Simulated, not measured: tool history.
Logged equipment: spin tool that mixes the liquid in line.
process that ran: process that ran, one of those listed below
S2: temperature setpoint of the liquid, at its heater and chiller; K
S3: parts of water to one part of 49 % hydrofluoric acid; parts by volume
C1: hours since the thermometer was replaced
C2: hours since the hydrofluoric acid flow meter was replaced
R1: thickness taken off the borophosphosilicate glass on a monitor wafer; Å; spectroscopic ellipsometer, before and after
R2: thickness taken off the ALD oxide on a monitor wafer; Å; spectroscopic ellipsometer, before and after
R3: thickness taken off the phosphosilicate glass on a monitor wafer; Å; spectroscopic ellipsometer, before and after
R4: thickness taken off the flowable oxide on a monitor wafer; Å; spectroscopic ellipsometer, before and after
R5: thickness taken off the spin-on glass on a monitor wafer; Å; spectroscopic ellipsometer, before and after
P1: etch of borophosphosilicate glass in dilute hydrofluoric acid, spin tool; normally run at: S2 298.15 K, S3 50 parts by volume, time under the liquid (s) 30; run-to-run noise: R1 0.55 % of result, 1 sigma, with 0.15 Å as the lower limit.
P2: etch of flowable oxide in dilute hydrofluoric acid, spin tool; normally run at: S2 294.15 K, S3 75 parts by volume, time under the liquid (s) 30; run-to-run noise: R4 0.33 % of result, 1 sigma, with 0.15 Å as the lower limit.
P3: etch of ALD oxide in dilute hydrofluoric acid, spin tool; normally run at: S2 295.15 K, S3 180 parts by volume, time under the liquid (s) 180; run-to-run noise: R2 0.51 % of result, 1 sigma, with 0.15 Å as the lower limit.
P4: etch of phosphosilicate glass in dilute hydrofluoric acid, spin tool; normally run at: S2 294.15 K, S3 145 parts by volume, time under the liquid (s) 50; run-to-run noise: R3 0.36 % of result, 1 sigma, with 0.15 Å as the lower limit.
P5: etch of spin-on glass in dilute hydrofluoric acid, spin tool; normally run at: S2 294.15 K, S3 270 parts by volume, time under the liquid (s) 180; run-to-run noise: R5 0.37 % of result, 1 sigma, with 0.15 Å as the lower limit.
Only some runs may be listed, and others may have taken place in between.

{"run": 1, "hour": 5.4, "process that ran": "P1", "S2": 298.15, "S3": 50, "time under the liquid (s)": 30, "C1": 571.2, "C2": 526.3, "R1": 390.95}
{"run": 2, "hour": 11.5, "process that ran": "P1", "S2": 298.15, "S3": 50, "time under the liquid (s)": 30, "C1": 577.3, "C2": 532.4, "R1": 392.68}
{"run": 3, "hour": 20.9, "process that ran": "P3", "S2": 295.15, "S3": 180, "time under the liquid (s)": 180, "C1": 586.7, "C2": 541.8, "R2": 109.99}
{"run": 4, "hour": 27.6, "process that ran": "P4", "S2": 294.15, "S3": 145, "time under the liquid (s)": 50, "C1": 593.4, "C2": 548.5, "R3": 452.38}
{"run": 5, "hour": 36.4, "process that ran": "P4", "S2": 294.15, "S3": 30, "time under the liquid (s)": 50, "C1": 602.2, "C2": 557.3, "R3": 2504.9}
{"run": 6, "hour": 43.5, "process that ran": "P2", "S2": 294.15, "S3": 75, "time under the liquid (s)": 65, "C1": 609.3, "C2": 564.4, "R4": 289.83}
{"run": 7, "hour": 53.4, "process that ran": "P2", "S2": 294.15, "S3": 140, "time under the liquid (s)": 30, "C1": 619.2, "C2": 574.3, "R4": 66.7}
{"run": 8, "hour": 60.0, "process that ran": "P4", "S2": 290.15, "S3": 145, "time under the liquid (s)": 50, "C1": 625.8, "C2": 580.9, "R3": 388.29}
{"run": 9, "hour": 68.1, "process that ran": "P1", "S2": 298.15, "S3": 50, "time under the liquid (s)": 30, "C1": 633.9, "C2": 589.0, "R1": 391.58}
{"run": 10, "hour": 74.1, "process that ran": "P3", "S2": 295.15, "S3": 260, "time under the liquid (s)": 180, "C1": 639.9, "C2": 595.0, "R2": 69.779}
{"run": 11, "hour": 82.4, "process that ran": "P1", "S2": 298.15, "S3": 50, "time under the liquid (s)": 30, "C1": 648.2, "C2": 603.3, "R1": 392.27}
{"run": 12, "hour": 91.6, "process that ran": "P5", "S2": 294.15, "S3": 430, "time under the liquid (s)": 180, "C1": 657.4, "C2": 612.5, "R5": 83.449}
{"run": 13, "hour": 98.6, "process that ran": "P1", "S2": 292.65, "S3": 50, "time under the liquid (s)": 30, "C1": 664.4, "C2": 619.5, "R1": 311.26}
{"run": 14, "hour": 107.6, "process that ran": "P1", "S2": 298.15, "S3": 20, "time under the liquid (s)": 30, "C1": 673.4, "C2": 628.5, "R1": 1030.4}
{"run": 15, "hour": 116.1, "process that ran": "P1", "S2": 298.15, "S3": 50, "time under the liquid (s)": 60, "C1": 681.9, "C2": 637.0, "R1": 783.44}
{"run": 16, "hour": 124.8, "process that ran": "P1", "S2": 302.65, "S3": 20, "time under the liquid (s)": 30, "C1": 690.6, "C2": 645.7, "R1": 1216.7}
{"run": 17, "hour": 134.4, "process that ran": "P1", "S2": 298.15, "S3": 50, "time under the liquid (s)": 15, "C1": 700.2, "C2": 655.3, "R1": 195.98}
{"run": 18, "hour": 141.5, "process that ran": "P5", "S2": 301.65, "S3": 270, "time under the liquid (s)": 180, "C1": 707.3, "C2": 662.4, "R5": 199.24}
{"run": 19, "hour": 148.2, "process that ran": "P4", "S2": 294.15, "S3": 145, "time under the liquid (s)": 95, "C1": 714.0, "C2": 669.1, "R3": 863.13}
{"run": 20, "hour": 157.5, "process that ran": "P1", "S2": 290.65, "S3": 50, "time under the liquid (s)": 55, "C1": 723.3, "C2": 678.4, "R1": 526.18}
{"run": 21, "hour": 164.1, "process that ran": "P3", "S2": 295.15, "S3": 180, "time under the liquid (s)": 35, "C1": 729.9, "C2": 685.0, "R2": 21.108}
{"run": 22, "hour": 169.1, "process that ran": "P1", "S2": 298.15, "S3": 80, "time under the liquid (s)": 30, "C1": 734.9, "C2": 690.0, "R1": 233.55}
{"run": 23, "hour": 176.4, "process that ran": "P2", "S2": 299.15, "S3": 75, "time under the liquid (s)": 30, "C1": 742.2, "C2": 697.3, "R4": 164.88}
{"run": 24, "hour": 186.0, "process that ran": "P1", "S2": 298.15, "S3": 50, "time under the liquid (s)": 30, "C1": 751.8, "C2": 706.9, "R1": 393.41}
{"run": 25, "hour": 190.3, "process that ran": "P3", "S2": 295.15, "S3": 180, "time under the liquid (s)": 180, "C1": 756.1, "C2": 711.2, "R2": 109.35}
{"run": 26, "hour": 196.8, "process that ran": "P5", "S2": 294.15, "S3": 270, "time under the liquid (s)": 180, "C1": 762.6, "C2": 717.7, "R5": 152.98}
{"run": 27, "hour": 202.1, "process that ran": "P5", "S2": 294.15, "S3": 270, "time under the liquid (s)": 285, "C1": 767.9, "C2": 723.0, "R5": 240.23}
{"run": 28, "hour": 212.1, "process that ran": "P2", "S2": 294.15, "S3": 75, "time under the liquid (s)": 30, "C1": 777.9, "C2": 733.0, "R4": 134.5}
{"run": 29, "hour": 221.0, "process that ran": "P3", "S2": 290.15, "S3": 180, "time under the liquid (s)": 180, "C1": 786.8, "C2": 741.9, "R2": 90.56}
{"run": 30, "hour": 226.5, "process that ran": "P1", "S2": 302.15, "S3": 50, "time under the liquid (s)": 30, "C1": 792.3, "C2": 747.4, "R1": 456.82}
{"run": 31, "hour": 234.6, "process that ran": "P1", "S2": 298.15, "S3": 50, "time under the liquid (s)": 30, "C1": 800.4, "C2": 755.5, "R1": 390.49}
{"run": 32, "hour": 244.2, "process that ran": "P1", "S2": 298.15, "S3": 50, "time under the liquid (s)": 30, "C1": 810.0, "C2": 765.1, "R1": 374.05}
{"run": 33, "hour": 253.9, "process that ran": "P1", "S2": 298.15, "S3": 50, "time under the liquid (s)": 30, "C1": 819.7, "C2": 774.8, "R1": 364.76}
{"run": 34, "hour": 260.1, "process that ran": "P1", "S2": 298.15, "S3": 50, "time under the liquid (s)": 30, "C1": 825.9, "C2": 781.0, "R1": 363.3}
{"run": 35, "hour": 267.9, "process that ran": "P1", "S2": 298.15, "S3": 50, "time under the liquid (s)": 30, "C1": 833.7, "C2": 788.8, "R1": 358.54}
{"run": 36, "hour": 274.1, "process that ran": "P1", "S2": 298.15, "S3": 50, "time under the liquid (s)": 30, "C1": 839.9, "C2": 795.0, "R1": 355.7}
{"run": 37, "hour": 282.9, "process that ran": "P1", "S2": 298.15, "S3": 50, "time under the liquid (s)": 30, "C1": 848.7, "C2": 803.8, "R1": 359.04}

The output of P1 has drifted from where it used to be. Each of the 2 causes below, taken at the size shown beside it, accounts for the log equally well:
A: hydrofluoric acid flow below the setpoint (%) = 8.3
B: liquid colder than its thermometer reads (K) = 2.26
The process output started creeping at around hour 234.6.

Listed below are the offered check runs, one wafer per run, with question marks in place of results. For which of them would the causes give clearly different outcomes?
{"run": "check 1", "hour": 291.7, "process that ran": "P5", "S2": 300.15, "S3": 270, "time under the liquid (s)": 285, "R5": "?"}
{"run": "check 2", "hour": 291.7, "process that ran": "P3", "S2": 290.15, "S3": 180, "time under the liquid (s)": 180, "R2": "?"}
{"run": "check 3", "hour": 291.7, "process that ran": "P4", "S2": 294.15, "S3": 85, "time under the liquid (s)": 85, "R3": "?"}
{"run": "check 4", "hour": 291.7, "process that ran": "P2", "S2": 297.65, "S3": 75, "time under the liquid (s)": 30, "R4": "?"}

Outcome of each check run for each possible cause:
check=check_1 result=R5 if_A=267.520 if_B=276.850
check=check_2 result=R2 if_A=81.137 if_B=81.915
check=check_3 result=R3 if_A=1282.20 if_B=1284.40
check=check_4 result=R4 if_A=141.02 if_B=141.54
Per check, the gap between the least separated pair of causes, taken in the result that splits them most: check 1 3.43 %; check 2 0.96 %; check 3 0.17 %; check 4 0.37 %
Check 1 distinguishes between the causes, while the remaining checks would return nearly the same result for all of them.

The results of check 1 are: R5 266.310 Å. Based on these, which of the listed causes is it?

The correct cause is A, namely: hydrofluoric acid flow below the setpoint (%).
